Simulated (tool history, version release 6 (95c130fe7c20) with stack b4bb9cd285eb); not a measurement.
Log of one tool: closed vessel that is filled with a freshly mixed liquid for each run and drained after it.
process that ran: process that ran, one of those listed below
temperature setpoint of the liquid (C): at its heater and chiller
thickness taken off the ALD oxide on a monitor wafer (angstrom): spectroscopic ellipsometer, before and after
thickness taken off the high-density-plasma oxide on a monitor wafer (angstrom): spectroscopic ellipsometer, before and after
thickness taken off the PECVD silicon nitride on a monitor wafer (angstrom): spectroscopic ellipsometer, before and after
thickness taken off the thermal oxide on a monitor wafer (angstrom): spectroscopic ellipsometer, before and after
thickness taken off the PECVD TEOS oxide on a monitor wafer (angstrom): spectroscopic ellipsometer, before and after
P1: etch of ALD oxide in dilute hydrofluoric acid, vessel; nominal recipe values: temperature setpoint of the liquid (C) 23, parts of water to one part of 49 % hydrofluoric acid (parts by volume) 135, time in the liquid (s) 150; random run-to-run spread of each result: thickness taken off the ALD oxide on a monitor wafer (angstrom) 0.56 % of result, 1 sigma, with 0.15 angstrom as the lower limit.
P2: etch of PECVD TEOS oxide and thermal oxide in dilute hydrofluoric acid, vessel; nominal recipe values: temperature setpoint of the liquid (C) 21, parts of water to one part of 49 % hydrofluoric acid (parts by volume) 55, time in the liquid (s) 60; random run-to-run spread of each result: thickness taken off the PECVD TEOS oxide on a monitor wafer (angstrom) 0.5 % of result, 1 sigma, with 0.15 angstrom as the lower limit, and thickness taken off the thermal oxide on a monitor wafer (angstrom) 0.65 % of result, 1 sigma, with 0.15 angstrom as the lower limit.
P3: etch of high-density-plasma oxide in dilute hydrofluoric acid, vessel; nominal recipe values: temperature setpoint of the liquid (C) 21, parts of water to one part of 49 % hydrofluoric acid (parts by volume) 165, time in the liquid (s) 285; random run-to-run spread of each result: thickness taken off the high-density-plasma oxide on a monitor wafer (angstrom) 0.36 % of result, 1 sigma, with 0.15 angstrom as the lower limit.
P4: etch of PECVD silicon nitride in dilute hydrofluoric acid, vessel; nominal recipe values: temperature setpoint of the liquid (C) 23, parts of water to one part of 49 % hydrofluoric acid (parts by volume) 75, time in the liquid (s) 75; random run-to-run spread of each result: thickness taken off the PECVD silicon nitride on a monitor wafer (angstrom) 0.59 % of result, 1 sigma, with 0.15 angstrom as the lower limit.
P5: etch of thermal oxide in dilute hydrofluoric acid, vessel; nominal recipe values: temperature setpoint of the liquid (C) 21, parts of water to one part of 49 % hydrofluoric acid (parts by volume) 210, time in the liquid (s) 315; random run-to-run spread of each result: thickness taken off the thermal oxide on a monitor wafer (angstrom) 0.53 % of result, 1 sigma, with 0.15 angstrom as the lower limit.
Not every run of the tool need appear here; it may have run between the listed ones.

| run | hour | process that ran | temperature setpoint of the liquid (C) | parts of water to one part of 49 % hydrofluoric acid (parts by volume) | time in the liquid (s) | hours since the thermometer was replaced | hours since the hydrofluoric acid flow meter was replaced | thickness taken off the ALD oxide on a monitor wafer (angstrom) | thickness taken off the high-density-plasma oxide on a monitor wafer (angstrom) | thickness taken off the PECVD silicon nitride on a monitor wafer (angstrom) | thickness taken off the thermal oxide on a monitor wafer (angstrom) | thickness taken off the PECVD TEOS oxide on a monitor wafer (angstrom) |
|---|---|---|---|---|---|---|---|---|---|---|---|---|
| 1 | 14.1 | P1 | 23 | 135 | 150 | 1136.3 | 1877.2 | 139.06 |  |  |  |  |
| 2 | 22.3 | P1 | 23 | 60 | 150 | 1144.5 | 1885.4 | 345.11 |  |  |  |  |
| 3 | 36.8 | P3 | 21 | 165 | 40 | 1159 | 1899.9 |  | 10.361 |  |  |  |
| 4 | 46.2 | P4 | 23 | 75 | 150 | 1168.4 | 1909.3 |  |  | 101.78 |  |  |
| 5 | 58.9 | P5 | 21 | 210 | 30 | 1181.1 | 1922 |  |  |  | 5.3222 |  |
| 6 | 67.2 | P1 | 23 | 195 | 65 | 1189.4 | 1930.3 | 38.772 |  |  |  |  |
| 7 | 77.7 | P1 | 23 | 135 | 50 | 1199.9 | 1940.8 | 46.358 |  |  |  |  |
| 8 | 93.2 | P1 | 23 | 205 | 150 | 1215.4 | 1956.3 | 84.921 |  |  |  |  |
| 9 | 105.7 | P2 | 21 | 100 | 60 | 1227.9 | 1968.8 |  |  |  | 25.233 | 121.93 |
| 10 | 116 | P1 | 23 | 135 | 150 | 1238.2 | 1979.1 | 140.01 |  |  |  |  |
| 11 | 131.5 | P2 | 21 | 55 | 30 | 1253.7 | 1994.6 |  |  |  | 24.267 | 117.52 |
| 12 | 138.4 | P2 | 21 | 55 | 60 | 1260.6 | 2001.5 |  |  |  | 48.796 | 232.7 |
| 13 | 151.1 | P4 | 17 | 75 | 75 | 1273.3 | 2014.2 |  |  | 33.688 |  |  |
| 14 | 161.5 | P1 | 29.5 | 135 | 150 | 1283.7 | 2024.6 | 178.88 |  |  |  |  |
| 15 | 174.8 | P4 | 23 | 30 | 75 | 1297 | 2037.9 |  |  | 123.58 |  |  |
| 16 | 184.9 | P1 | 23 | 135 | 150 | 1307.1 | 2048 | 138.95 |  |  |  |  |
| 17 | 195 | P5 | 28.5 | 210 | 315 | 1317.2 | 2058.1 |  |  |  | 71.845 |  |
| 18 | 207.1 | P5 | 21 | 375 | 315 | 1329.3 | 2070.2 |  |  |  | 26.18 |  |
| 19 | 215.7 | P2 | 21 | 55 | 60 | 1337.9 | 2078.8 |  |  |  | 48.729 | 233.25 |
| 20 | 223.3 | P3 | 21 | 165 | 285 | 1345.5 | 2086.4 |  | 73.988 |  |  |  |
| 21 | 235.5 | P5 | 21 | 210 | 315 | 1357.7 | 2098.6 |  |  |  | 54.307 |  |
| 22 | 246 | P1 | 23 | 135 | 215 | 1368.2 | 2109.1 | 200.39 |  |  |  |  |
| 23 | 253 | P1 | 23 | 135 | 150 | 1375.2 | 2116.1 | 137.58 |  |  |  |  |
| 24 | 262.9 | P3 | 17 | 165 | 285 | 1385.1 | 2126 |  | 62.652 |  |  |  |
| 25 | 270.9 | P1 | 17 | 135 | 150 | 1393.1 | 2134 | 109.89 |  |  |  |  |
| 26 | 281.5 | P3 | 21 | 245 | 285 | 1403.7 | 2144.6 |  | 45.884 |  |  |  |
| 27 | 290.2 | P2 | 29 | 55 | 60 | 1412.4 | 2153.3 |  |  |  | 67.298 | 323.26 |
| 28 | 305.7 | P4 | 23 | 75 | 75 | 1427.9 | 2168.8 |  |  | 51.259 |  |  |
| 29 | 319.2 | P1 | 23 | 135 | 150 | 1441.4 | 2182.3 | 139.83 |  |  |  |  |
| 30 | 328.6 | P1 | 23 | 135 | 150 | 1450.8 | 2191.7 | 136.91 |  |  |  |  |
| 31 | 341.7 | P1 | 23 | 135 | 150 | 1463.9 | 2204.8 | 131.86 |  |  |  |  |
| 32 | 350.9 | P1 | 23 | 135 | 150 | 1473.1 | 2214 | 129.73 |  |  |  |  |
| 33 | 364.4 | P1 | 23 | 135 | 150 | 1486.6 | 2227.5 | 129.01 |  |  |  |  |
| 34 | 374.7 | P1 | 23 | 135 | 150 | 1496.9 | 2237.8 | 126.53 |  |  |  |  |
| 35 | 389.9 | P1 | 23 | 135 | 150 | 1512.1 | 2253 | 127.96 |  |  |  |  |
| 36 | 400.9 | P1 | 23 | 135 | 150 | 1523.1 | 2264 | 128.32 |  |  |  |  |
| 37 | 412.3 | P1 | 23 | 135 | 150 | 1534.5 | 2275.4 | 126.68 |  |  |  |  |
| 38 | 419.8 | P1 | 23 | 135 | 150 | 1542 | 2282.9 | 127.2 |  |  |  |  |

The log shows P1 creeping away from where it was. Any of the 2 causes listed here, at the size stated for it, fits the log just as well as the others:
A: hydrofluoric acid flow below the setpoint (%) = 7.97
B: liquid colder than its thermometer reads (K) = 2.44
Onset of the creep was near hour 319.2.

Consider the 4 single-wafer check runs listed below, results given as question marks: which one distinguishes between the causes by giving clearly different results for each?
| check 1 | 427.3 | P4 | 17.5 | 75 | 75 |  |  |  |  | ? |  |  |
| check 2 | 427.3 | P2 | 29 | 90 | 60 |  |  |  |  |  | ? | ? |
| check 3 | 427.3 | P3 | 21 | 235 | 100 |  |  |  | ? |  |  |  |
| check 4 | 427.3 | P5 | 21 | 315 | 30 |  |  |  |  |  | ? |  |

Predicted outcomes, by check and by cause:
| check | result | if A | if B |
|---|---|---|---|
| check 1 | thickness taken off the PECVD silicon nitride on a monitor wafer (angstrom) | 32.303 | 29.462 |
| check 2 | thickness taken off the thermal oxide on a monitor wafer (angstrom) | 35.502 | 35.492 |
| check 2 | thickness taken off the PECVD TEOS oxide on a monitor wafer (angstrom) | 170.95 | 170.91 |
| check 3 | thickness taken off the high-density-plasma oxide on a monitor wafer (angstrom) | 15.306 | 15.459 |
| check 4 | thickness taken off the thermal oxide on a monitor wafer (angstrom) | 2.7941 | 2.8469 |
Separation of the two closest causes in each check, using whichever result separates them best: check 1 9.2 %; check 2 0.03 %; check 3 1 %; check 4 1.87 %
Only in check 1 would the causes give clearly different results; in the remaining checks their results would be nearly the same.

Here is what check 1 returned: thickness taken off the PECVD silicon nitride on a monitor wafer (angstrom) 32.251. Which cause is it?

It was cause A: hydrofluoric acid flow below the setpoint (%).
